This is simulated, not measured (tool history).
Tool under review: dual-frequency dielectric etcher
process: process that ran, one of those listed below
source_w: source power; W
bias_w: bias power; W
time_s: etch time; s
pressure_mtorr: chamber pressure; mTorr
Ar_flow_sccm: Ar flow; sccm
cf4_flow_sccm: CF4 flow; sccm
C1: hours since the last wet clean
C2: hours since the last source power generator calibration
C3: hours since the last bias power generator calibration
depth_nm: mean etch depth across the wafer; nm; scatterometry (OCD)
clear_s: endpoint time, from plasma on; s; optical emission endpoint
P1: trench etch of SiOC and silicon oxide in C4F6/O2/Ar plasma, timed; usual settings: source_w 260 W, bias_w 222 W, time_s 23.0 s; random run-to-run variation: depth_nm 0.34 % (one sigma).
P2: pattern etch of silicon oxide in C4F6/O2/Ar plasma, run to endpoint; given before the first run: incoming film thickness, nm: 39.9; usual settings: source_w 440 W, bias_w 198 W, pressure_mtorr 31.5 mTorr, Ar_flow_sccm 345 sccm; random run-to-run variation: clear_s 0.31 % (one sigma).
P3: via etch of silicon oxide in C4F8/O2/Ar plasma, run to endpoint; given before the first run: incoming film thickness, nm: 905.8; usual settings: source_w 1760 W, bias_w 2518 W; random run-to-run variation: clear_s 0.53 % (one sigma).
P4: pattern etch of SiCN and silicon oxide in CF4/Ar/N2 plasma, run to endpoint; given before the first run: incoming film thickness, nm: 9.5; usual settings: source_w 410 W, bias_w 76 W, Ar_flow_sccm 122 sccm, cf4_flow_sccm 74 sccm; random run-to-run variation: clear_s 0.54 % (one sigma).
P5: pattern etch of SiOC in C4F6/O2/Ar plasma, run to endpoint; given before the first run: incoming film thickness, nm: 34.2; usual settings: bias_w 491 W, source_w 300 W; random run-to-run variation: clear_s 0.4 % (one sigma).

run 1 hour=4.7 | process=P1 source_w=260 bias_w=222 time_s=23.0 | C1=222.3 C2=1428.9 C3=1314.0 | depth_nm=40.636
run 2 hour=10.9 | process=P1 source_w=260 bias_w=175 time_s=23.0 | C1=228.5 C2=1435.1 C3=1320.2 | depth_nm=37.569
run 3 hour=17.7 | process=P1 source_w=260 bias_w=222 time_s=31.5 | C1=235.3 C2=1441.9 C3=1327.0 | depth_nm=55.864
run 4 hour=26.0 | process=P2 source_w=440 bias_w=198 pressure_mtorr=31.5 Ar_flow_sccm=345 | C1=243.6 C2=1450.2 C3=1335.3 | clear_s=12.2050
run 5 hour=34.1 | process=P5 source_w=240 bias_w=491 | C1=251.7 C2=1458.3 C3=1343.4 | clear_s=14.0060
run 6 hour=41.2 | process=P1 source_w=330 bias_w=222 time_s=23.0 | C1=258.8 C2=1465.4 C3=1350.5 | depth_nm=44.377
run 7 hour=49.1 | process=P1 source_w=260 bias_w=222 time_s=23.0 | C1=266.7 C2=1473.3 C3=1358.4 | depth_nm=40.508
run 8 hour=54.4 | process=P4 source_w=410 bias_w=76 Ar_flow_sccm=80 cf4_flow_sccm=74 | C1=272.0 C2=1478.6 C3=1363.7 | clear_s=11.4040
run 9 hour=62.5 | process=P4 source_w=410 bias_w=76 Ar_flow_sccm=122 cf4_flow_sccm=105 | C1=280.1 C2=1486.7 C3=1371.8 | clear_s=11.5000
run 10 hour=72.0 | process=P1 source_w=260 bias_w=222 time_s=23.0 | C1=289.6 C2=1496.2 C3=1381.3 | depth_nm=40.530
run 11 hour=77.3 | process=P2 source_w=260 bias_w=198 pressure_mtorr=31.5 Ar_flow_sccm=345 | C1=294.9 C2=1501.5 C3=1386.6 | clear_s=15.0900
run 12 hour=83.8 | process=P2 source_w=440 bias_w=198 pressure_mtorr=31.5 Ar_flow_sccm=438 | C1=301.4 C2=1508.0 C3=1393.1 | clear_s=12.6060
run 13 hour=93.7 | process=P2 source_w=440 bias_w=198 pressure_mtorr=31.5 Ar_flow_sccm=345 | C1=311.3 C2=1517.9 C3=1403.0 | clear_s=12.2090
run 14 hour=102.7 | process=P5 source_w=300 bias_w=491 | C1=320.3 C2=1526.9 C3=1412.0 | clear_s=12.8370
run 15 hour=109.9 | process=P3 source_w=1070 bias_w=2518 | C1=327.5 C2=1534.1 C3=1419.2 | clear_s=217.5900
run 16 hour=117.4 | process=P1 source_w=260 bias_w=222 time_s=23.0 | C1=335.0 C2=1541.6 C3=1426.7 | depth_nm=40.756
run 17 hour=122.8 | process=P1 source_w=260 bias_w=222 time_s=23.0 | C1=340.4 C2=1547.0 C3=1432.1 | depth_nm=40.715
run 18 hour=128.7 | process=P1 source_w=260 bias_w=274 time_s=27.5 | C1=346.3 C2=1552.9 C3=1438.0 | depth_nm=52.056
run 19 hour=137.7 | process=P5 source_w=300 bias_w=307 | C1=355.3 C2=1561.9 C3=1447.0 | clear_s=15.2220
run 20 hour=145.3 | process=P3 source_w=1760 bias_w=2518 | C1=362.9 C2=1569.5 C3=1454.6 | clear_s=178.2100
run 21 hour=152.3 | process=P5 source_w=300 bias_w=491 | C1=369.9 C2=1576.5 C3=1461.6 | clear_s=12.8920
run 22 hour=158.3 | process=P3 source_w=1760 bias_w=3184 | C1=375.9 C2=1582.5 C3=1467.6 | clear_s=164.6300
run 23 hour=168.5 | process=P1 source_w=220 bias_w=222 time_s=23.0 | C1=386.1 C2=1592.7 C3=1477.8 | depth_nm=38.228
run 24 hour=174.7 | process=P1 source_w=260 bias_w=222 time_s=12.5 | C1=392.3 C2=1598.9 C3=1484.0 | depth_nm=22.184
run 25 hour=182.4 | process=P1 source_w=170 bias_w=222 time_s=30.0 | C1=400.0 C2=1606.6 C3=1491.7 | depth_nm=45.227
run 26 hour=191.7 | process=P1 source_w=350 bias_w=154 time_s=23.0 | C1=409.3 C2=1615.9 C3=1501.0 | depth_nm=40.441
run 27 hour=201.1 | process=P4 source_w=560 bias_w=76 Ar_flow_sccm=122 cf4_flow_sccm=74 | C1=418.7 C2=1625.3 C3=1510.4 | clear_s=9.1491
run 28 hour=207.7 | process=P2 source_w=440 bias_w=198 pressure_mtorr=40.0 Ar_flow_sccm=345 | C1=425.3 C2=1631.9 C3=1517.0 | clear_s=12.5980
run 29 hour=214.3 | process=P2 source_w=440 bias_w=121 pressure_mtorr=31.5 Ar_flow_sccm=345 | C1=431.9 C2=1638.5 C3=1523.6 | clear_s=14.1730
run 30 hour=219.0 | process=P1 source_w=260 bias_w=222 time_s=23.0 | C1=436.6 C2=1643.2 C3=1528.3 | depth_nm=40.885
run 31 hour=228.2 | process=P3 source_w=1760 bias_w=2518 | C1=445.8 C2=1652.4 C3=1537.5 | clear_s=178.3900
run 32 hour=234.6 | process=P4 source_w=410 bias_w=101 Ar_flow_sccm=122 cf4_flow_sccm=74 | C1=452.2 C2=1658.8 C3=1543.9 | clear_s=10.9050
run 33 hour=239.3 | process=P4 source_w=410 bias_w=76 Ar_flow_sccm=122 cf4_flow_sccm=74 | C1=456.9 C2=1663.5 C3=1548.6 | clear_s=12.0920
run 34 hour=249.7 | process=P1 source_w=260 bias_w=304 time_s=23.0 | C1=467.3 C2=1673.9 C3=1559.0 | depth_nm=45.297
run 35 hour=255.3 | process=P1 source_w=260 bias_w=222 time_s=23.0 | C1=472.9 C2=1679.5 C3=1564.6 | depth_nm=40.516
run 36 hour=261.0 | process=P1 source_w=260 bias_w=222 time_s=23.0 | C1=478.6 C2=1685.2 C3=1570.3 | depth_nm=40.571
run 37 hour=267.7 | process=P1 source_w=260 bias_w=222 time_s=23.0 | C1=485.3 C2=1691.9 C3=1577.0 | depth_nm=40.163
run 38 hour=272.3 | process=P1 source_w=260 bias_w=222 time_s=23.0 | C1=489.9 C2=1696.5 C3=1581.6 | depth_nm=40.431
run 39 hour=280.6 | process=P1 source_w=260 bias_w=222 time_s=23.0 | C1=498.2 C2=1704.8 C3=1589.9 | depth_nm=39.977
-- hour=285.8 wet clean of the chamber
run 40 hour=286.0 | process=P1 source_w=260 bias_w=222 time_s=23.0 | C1=0.2 C2=1710.2 C3=1595.3 | depth_nm=40.219
run 41 hour=294.8 | process=P1 source_w=260 bias_w=222 time_s=23.0 | C1=9.0 C2=1719.0 C3=1604.1 | depth_nm=40.039
run 42 hour=300.2 | process=P1 source_w=260 bias_w=222 time_s=23.0 | C1=14.4 C2=1724.4 C3=1609.5 | depth_nm=39.976
run 43 hour=308.7 | process=P1 source_w=260 bias_w=222 time_s=23.0 | C1=22.9 C2=1732.9 C3=1618.0 | depth_nm=40.073
run 44 hour=318.8 | process=P1 source_w=260 bias_w=222 time_s=23.0 | C1=33.0 C2=1743.0 C3=1628.1 | depth_nm=40.051
run 45 hour=326.8 | process=P1 source_w=260 bias_w=222 time_s=23.0 | C1=41.0 C2=1751.0 C3=1636.1 | depth_nm=39.886

What P1 gives has crept away from where it was. These 2 causes fit the log equally well, each at the size given:
A: bias power that arrives under what is set, % = 4.9
B: source power that arrives under what is set, % = 4.37
At approximately hour 255.3, the process output began to creep.
Every other cause this tool's parts could produce, and why it does not fit the log:
chamber walls in a state that lowers the etch rate, %: serviced after onset, at hour 285.8, with no recovery of the prior output

Consider the 4 check runs below, whose results appear as question marks and each of which averages 3 wafers. Which one distinguishes the causes, in that each cause would give it a clearly different result?
run check 1 hour=334.8 | process=P2 source_w=340 bias_w=124 pressure_mtorr=31.5 Ar_flow_sccm=345 | clear_s=?
run check 2 hour=334.8 | process=P5 source_w=250 bias_w=399 | clear_s=?
run check 3 hour=334.8 | process=P3 source_w=1230 bias_w=2518 | clear_s=?
run check 4 hour=334.8 | process=P4 source_w=410 bias_w=76 Ar_flow_sccm=102 cf4_flow_sccm=74 | clear_s=?

What every check run would give for each of its results, assuming each possible cause in turn:
check=check_1 result=clear_s if_A=15.8780 if_B=15.9270
check=check_2 result=clear_s if_A=15.1850 if_B=15.1550
check=check_3 result=clear_s if_A=208.9100 if_B=209.3100
check=check_4 result=clear_s if_A=11.9520 if_B=12.2210
Distance between the nearest two causes, measured in the result of the check that separates them most: check 1 0.31 %; check 2 0.2 %; check 3 0.19 %; check 4 2.23 %
Only in check 4 would the causes give clearly different results; in the remaining checks their results would be nearly the same.

Check 4 has now been run. It gave: clear_s 12.2700 s. Which of the candidate causes is it?

It was cause B: source power that arrives under what is set, %.
